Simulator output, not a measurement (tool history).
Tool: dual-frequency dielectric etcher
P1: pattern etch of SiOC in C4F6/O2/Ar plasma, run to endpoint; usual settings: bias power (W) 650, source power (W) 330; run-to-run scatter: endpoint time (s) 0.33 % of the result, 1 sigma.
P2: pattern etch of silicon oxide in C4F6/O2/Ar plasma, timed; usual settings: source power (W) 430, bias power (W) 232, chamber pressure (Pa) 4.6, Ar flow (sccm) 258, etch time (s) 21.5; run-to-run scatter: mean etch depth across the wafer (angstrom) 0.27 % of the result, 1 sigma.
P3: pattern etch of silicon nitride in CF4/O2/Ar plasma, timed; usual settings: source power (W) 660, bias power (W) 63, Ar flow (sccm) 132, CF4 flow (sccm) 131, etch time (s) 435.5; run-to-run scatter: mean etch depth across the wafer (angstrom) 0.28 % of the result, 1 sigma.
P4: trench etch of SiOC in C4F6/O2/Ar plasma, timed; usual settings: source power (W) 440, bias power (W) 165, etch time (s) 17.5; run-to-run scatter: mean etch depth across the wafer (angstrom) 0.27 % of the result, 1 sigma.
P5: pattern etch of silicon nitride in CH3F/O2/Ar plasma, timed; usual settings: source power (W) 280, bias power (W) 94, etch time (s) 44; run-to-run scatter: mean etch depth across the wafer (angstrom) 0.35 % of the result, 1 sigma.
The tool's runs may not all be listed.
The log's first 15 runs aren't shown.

run	hour	process that ran	bias power (W)	source power (W)	etch time (s)	Ar flow (sccm)	CF4 flow (sccm)	chamber pressure (Pa)	hours since the last wet clean	hours since the last bias power generator calibration	hours since the last source power generator calibration	endpoint time (s)	mean etch depth across the wafer (angstrom)
16	52.2	P3	63	660	435.5	167	131		24.6	856.8	1042.8		11301
17	55.4	P1	427	440					27.8	860	1046	13.268	
18	58.4	P3	63	660	435.5	132	131		30.8	863	1049		11512
19	62.1	P1	650	330					34.5	866.7	1052.7	12.548	
20	66.1	P1	650	330					38.5	870.7	1056.7	12.521	
21	69	P2	172	430	21.5	258		4.6	41.4	873.6	1059.6		690.66
22	73	P4	165	440	10.5				45.4	877.6	1063.6		214.68
23	75.2	P1	780	430					47.6	879.8	1065.8	10.555	
24	79.5	P3	89	660	435.5	132	131		51.9	884.1	1070.1		13238
25	82.5	P1	650	330					54.9	887.1	1073.1	12.528	
26	84.8	P2	232	280	21.5	258		4.6	57.2	889.4	1075.4		644.25
27	87.2	P1	650	390					59.6	891.8	1077.8	11.735	
28	90.2	P1	463	330					62.6	894.8	1080.8	14.224	
29	94.3	P4	115	440	17.5				66.7	898.9	1084.9		322.84
30	98.3	P2	232	430	21.5	258		4.6	70.7	902.9	1088.9		761.03
31	102.4	P1	873	330					74.8	907	1093	11.166	
32	104.9	P2	232	430	21.5	182		4.6	77.3	909.5	1095.5		791
33	107.9	P5	94	280	44				80.3	912.5	1098.5		296.74
34	111.4	P2	232	430	21.5	258		3.67	83.8	916	1102		777.31

The next listed run, before its measurement:
35	115.2	P5	94	280	59				87.6	919.8	1105.8		?

{"run 35": {"mean etch depth across the wafer (angstrom)": 397.43}}
